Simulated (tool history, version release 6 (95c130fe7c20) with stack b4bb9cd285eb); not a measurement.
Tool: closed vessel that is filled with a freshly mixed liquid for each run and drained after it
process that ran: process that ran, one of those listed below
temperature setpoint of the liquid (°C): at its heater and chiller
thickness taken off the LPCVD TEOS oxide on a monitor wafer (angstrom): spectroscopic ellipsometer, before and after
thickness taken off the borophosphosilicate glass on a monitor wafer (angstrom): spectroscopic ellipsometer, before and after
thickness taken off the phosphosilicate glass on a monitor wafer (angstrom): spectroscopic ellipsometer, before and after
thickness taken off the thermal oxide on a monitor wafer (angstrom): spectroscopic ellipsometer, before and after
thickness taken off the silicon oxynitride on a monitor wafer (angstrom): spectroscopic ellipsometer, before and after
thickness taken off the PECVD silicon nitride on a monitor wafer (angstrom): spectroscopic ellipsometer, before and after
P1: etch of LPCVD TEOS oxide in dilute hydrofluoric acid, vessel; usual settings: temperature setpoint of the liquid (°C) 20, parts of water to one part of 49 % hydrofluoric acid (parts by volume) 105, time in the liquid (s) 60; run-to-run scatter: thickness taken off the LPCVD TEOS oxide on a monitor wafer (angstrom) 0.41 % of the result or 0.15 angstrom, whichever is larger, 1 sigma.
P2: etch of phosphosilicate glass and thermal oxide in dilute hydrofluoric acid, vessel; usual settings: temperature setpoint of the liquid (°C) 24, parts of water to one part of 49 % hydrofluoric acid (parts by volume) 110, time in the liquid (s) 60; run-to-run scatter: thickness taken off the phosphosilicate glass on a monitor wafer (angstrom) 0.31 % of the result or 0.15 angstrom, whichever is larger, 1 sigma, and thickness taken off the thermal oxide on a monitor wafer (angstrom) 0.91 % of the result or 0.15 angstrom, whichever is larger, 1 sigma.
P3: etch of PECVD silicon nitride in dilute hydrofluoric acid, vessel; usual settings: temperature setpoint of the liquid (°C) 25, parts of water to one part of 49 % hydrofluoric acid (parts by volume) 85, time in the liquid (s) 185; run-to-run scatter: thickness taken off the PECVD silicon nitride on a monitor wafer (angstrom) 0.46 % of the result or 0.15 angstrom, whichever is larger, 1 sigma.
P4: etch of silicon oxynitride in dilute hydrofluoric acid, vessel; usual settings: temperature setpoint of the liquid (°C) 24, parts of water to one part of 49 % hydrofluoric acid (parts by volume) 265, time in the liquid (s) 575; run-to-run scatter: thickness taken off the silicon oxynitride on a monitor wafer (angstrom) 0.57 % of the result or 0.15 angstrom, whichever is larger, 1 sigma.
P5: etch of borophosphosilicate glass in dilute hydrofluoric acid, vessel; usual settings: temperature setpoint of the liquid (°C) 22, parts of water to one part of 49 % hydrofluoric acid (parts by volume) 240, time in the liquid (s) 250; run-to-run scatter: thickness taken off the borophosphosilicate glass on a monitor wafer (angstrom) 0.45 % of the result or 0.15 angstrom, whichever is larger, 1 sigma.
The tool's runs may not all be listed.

run   hour  process that ran  temperature setpoint of the liquid (°C)  parts of water to one part of 49 % hydrofluoric acid (parts by volume)  time in the liquid (s)  hours since the thermometer was replaced  hours since the hydrofluoric acid flow meter was replaced  thickness taken off the LPCVD TEOS oxide on a monitor wafer (angstrom)  thickness taken off the borophosphosilicate glass on a monitor wafer (angstrom)  thickness taken off the phosphosilicate glass on a monitor wafer (angstrom)  thickness taken off the thermal oxide on a monitor wafer (angstrom)  thickness taken off the silicon oxynitride on a monitor wafer (angstrom)  thickness taken off the PECVD silicon nitride on a monitor wafer (angstrom)
  1   11.6                P1                                       20                                                                     105                      60                                     220.3                                                      349.3                                                                   229.8
  2   22.8                P5                                       17                                                                     240                     250                                     231.5                                                      360.5                                                                                                                                                      343
  3     34                P1                                       20                                                                     105                      35                                     242.7                                                      371.7                                                                  134.37
  4   41.7                P1                                       17                                                                     105                      35                                     250.4                                                      379.4                                                                  117.96
  5   51.9                P2                                       24                                                                     110                     120                                     260.6                                                      389.6                                                                                                                                                                                                                                1175.5                                                               50.996
  6   58.3                P4                                       24                                                                     265                     575                                       267                                                        396                                                                                                                                                                                                                                                                                                                                                                               74.775
  7   65.1                P3                                     31.5                                                                      85                     185                                     273.8                                                      402.8                                                                                                                                                                                                                                                                                                                                                                                                                                                            104.81
  8   71.3                P1                                       20                                                                     105                      60                                       280                                                        409                                                                  231.81
  9   76.6                P4                                       24                                                                     460                     575                                     285.3                                                      414.3                                                                                                                                                                                                                                                                                                                                                                               38.278
 10   83.3                P1                                       20                                                                     105                      60                                       292                                                        421                                                                  230.21
 11   93.2                P1                                       20                                                                     105                      60                                     301.9                                                      430.9                                                                  229.78
 12  104.3                P2                                       24                                                                     110                      60                                       313                                                        442                                                                                                                                                                                                                                591.39                                                               25.413
 13    114                P2                                       24                                                                      25                      60                                     322.7                                                      451.7                                                                                                                                                                                                                                  2898                                                               125.28
 14  122.5                P4                                       24                                                                     265                     575                                     331.2                                                      460.2                                                                                                                                                                                                                                                                                                                                                                               74.639
 15  130.4                P1                                       17                                                                     105                      60                                     339.1                                                      468.1                                                                  202.93
 16  138.9                P2                                       24                                                                     110                      60                                     347.6                                                      476.6                                                                                                                                                                                                                                 586.9                                                               25.318
 17  146.4                P5                                       22                                                                     240                     250                                     355.1                                                      484.1                                                                                                                                                   415.24
 18  155.5                P3                                       25                                                                      85                      30                                     364.2                                                      493.2                                                                                                                                                                                                                                                                                                                                                                                                                                                             10.94
 19    163                P5                                       22                                                                      50                     250                                     371.7                                                      500.7                                                                                                                                                   2468.1
 20  174.1                P1                                     25.5                                                                     105                      60                                     382.8                                                      511.8                                                                  287.47
 21  185.2                P1                                       20                                                                     105                      90                                     393.9                                                      522.9                                                                   343.8
 22  193.4                P5                                       22                                                                     240                     385                                     402.1                                                      531.1                                                                                                                                                   636.41
 23  202.3                P3                                       25                                                                      40                     185                                       411                                                        540                                                                                                                                                                                                                                                                                                                                                                                                                                                            144.27
 24  210.5                P2                                       17                                                                     110                      60                                     419.2                                                      548.2                                                                                                                                                                                                                                441.77                                                               18.993
 25  216.1                P1                                       20                                                                     105                      60                                     424.8                                                      553.8                                                                  229.88
 26  227.1                P1                                       20                                                                     105                      60                                     435.8                                                      564.8                                                                  229.98
 27  236.8                P4                                       29                                                                     265                     575                                     445.5                                                      574.5                                                                                                                                                                                                                                                                                                                                                                               93.021
 28  242.4                P4                                       24                                                                     265                     145                                     451.1                                                      580.1                                                                                                                                                                                                                                                                                                                                                                               18.892
 29  247.8                P1                                       20                                                                      65                      60                                     456.5                                                      585.5                                                                  390.74
 30  253.6                P3                                       25                                                                      85                     185                                     462.3                                                      591.3                                                                                                                                                                                                                                                                                                                                                                                                                                                            68.941
 31    259                P1                                       20                                                                     185                      60                                     467.7                                                      596.7                                                                  119.45
 32  265.5                P1                                       20                                                                     105                      60                                     474.2                                                      603.2                                                                  231.71

The next listed run, before its measurement:
 33  276.9                P1                                       20                                                                     105                      60                                     485.6                                                      614.6                                                                       ?

{"run 33": {"thickness taken off the LPCVD TEOS oxide on a monitor wafer (angstrom)": 229.13}}
